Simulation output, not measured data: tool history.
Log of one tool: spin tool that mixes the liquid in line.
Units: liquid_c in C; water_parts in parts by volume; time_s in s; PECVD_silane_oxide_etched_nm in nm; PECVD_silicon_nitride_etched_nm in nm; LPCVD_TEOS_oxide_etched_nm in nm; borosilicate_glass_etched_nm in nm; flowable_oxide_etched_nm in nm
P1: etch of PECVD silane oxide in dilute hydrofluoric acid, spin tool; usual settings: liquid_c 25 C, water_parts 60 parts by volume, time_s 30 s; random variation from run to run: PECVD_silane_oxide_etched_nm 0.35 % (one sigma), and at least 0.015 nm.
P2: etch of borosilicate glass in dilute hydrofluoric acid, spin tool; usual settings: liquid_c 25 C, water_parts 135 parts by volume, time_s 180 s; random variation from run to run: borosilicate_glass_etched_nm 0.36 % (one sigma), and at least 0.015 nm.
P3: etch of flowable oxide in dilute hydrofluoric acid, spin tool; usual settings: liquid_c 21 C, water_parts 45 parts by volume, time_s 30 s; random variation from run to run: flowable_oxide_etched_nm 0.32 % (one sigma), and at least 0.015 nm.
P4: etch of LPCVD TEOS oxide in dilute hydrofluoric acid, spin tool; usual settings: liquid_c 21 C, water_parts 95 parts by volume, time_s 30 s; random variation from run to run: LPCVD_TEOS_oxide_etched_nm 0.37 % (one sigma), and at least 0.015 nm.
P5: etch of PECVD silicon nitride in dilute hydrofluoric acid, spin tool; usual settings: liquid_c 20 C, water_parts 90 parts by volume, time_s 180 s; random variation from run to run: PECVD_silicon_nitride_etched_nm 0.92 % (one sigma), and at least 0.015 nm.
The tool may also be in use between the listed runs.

run	day	process	liquid_c	water_parts	time_s	PECVD_silane_oxide_etched_nm	PECVD_silicon_nitride_etched_nm	LPCVD_TEOS_oxide_etched_nm	borosilicate_glass_etched_nm	flowable_oxide_etched_nm
1	0.296	P1	25	60	30	20.057				
2	0.658	P1	21	60	30	17.000				
3	0.900	P5	20	90	180		2.5537			
# day 1.096: hydrofluoric acid flow meter replaced
4	1.150	P1	25	60	30	20.141				
5	1.450	P5	20	90	295		4.1807			
6	1.712	P1	25	35	30	35.532				
7	1.900	P5	20	150	180		1.5463			
8	2.250	P1	29	60	30	23.537				
9	2.462	P4	21	95	15			7.7109		
10	2.638	P2	25	135	270				51.656	
11	2.929	P2	25	75	180				66.153	
12	3.271	P4	21	50	30			30.7330		
13	3.621	P4	17	95	30			13.0130		
14	3.862	P1	25	20	15	31.526				
15	4.038	P1	25	60	15	10.040				
16	4.375	P3	21	45	30					30.882
17	4.633	P3	21	45	30					30.906
18	4.825	P1	25	100	30	11.407				
19	5.112	P2	25	135	180				34.429	
20	5.375	P3	21	75	30					17.963
21	5.662	P2	31	135	180				42.787	
22	5.838	P5	17	90	180		2.0611			
23	6.025	P1	25	60	30	20.068				
24	6.225	P1	25	60	60	40.117				
25	6.438	P2	25	135	180				34.229	
26	6.779	P1	25	60	30	20.016				
27	6.988	P5	20	90	180		2.5455			
# day 7.279: thermometer replaced
28	7.342	P1	25	60	30	20.007				
29	7.550	P4	21	95	30			15.4960		
30	7.871	P3	21	45	55					56.646
31	8.175	P3	27	45	30					39.905
32	8.496	P1	25	60	30	19.951				
33	8.654	P1	25	60	30	19.645				
34	8.896	P1	25	60	30	19.295				
35	9.162	P1	25	60	30	18.903				
36	9.500	P1	25	60	30	18.720				
37	9.729	P1	25	60	30	18.655				
38	10.071	P1	25	60	30	18.529				
39	10.433	P1	25	60	30	18.366				
40	10.629	P1	25	60	30	18.462				

What P1 gives has crept away from where it was. These 2 causes fit the log equally well, each at the size given:
A: liquid colder than its thermometer reads (K) = 2.02
B: hydrofluoric acid flow below the setpoint (%) = 7.33
The creep began at about day 8.496.

4 check runs are offered, each on 3 wafers whose results are averaged, their results left as question marks. Which one tells the causes apart?
check 1	10.825	P2	25.0	90	180				?	
check 2	10.825	P5	20.0	135	180		?			
check 3	10.825	P3	26.5	60	30					?
check 4	10.825	P4	21.0	95	15			?		

What each check would give under each cause:
check	result	if A	if B
check 1	borosilicate_glass_etched_nm	50.075	49.848
check 2	PECVD_silicon_nitride_etched_nm	1.4998	1.5968
check 3	flowable_oxide_etched_nm	26.304	26.270
check 4	LPCVD_TEOS_oxide_etched_nm	7.0878	7.0776
How far apart the two closest causes lie, in the result that separates them most: check 1 0.46 %; check 2 6.27 %; check 3 0.13 %; check 4 0.14 %
Only check 2 tells the causes apart: in the others they would give nearly the same result.

Check 2 was then run and gave: PECVD_silicon_nitride_etched_nm 1.6146 nm. Which cause is it?

It is B: hydrofluoric acid flow below the setpoint (%).
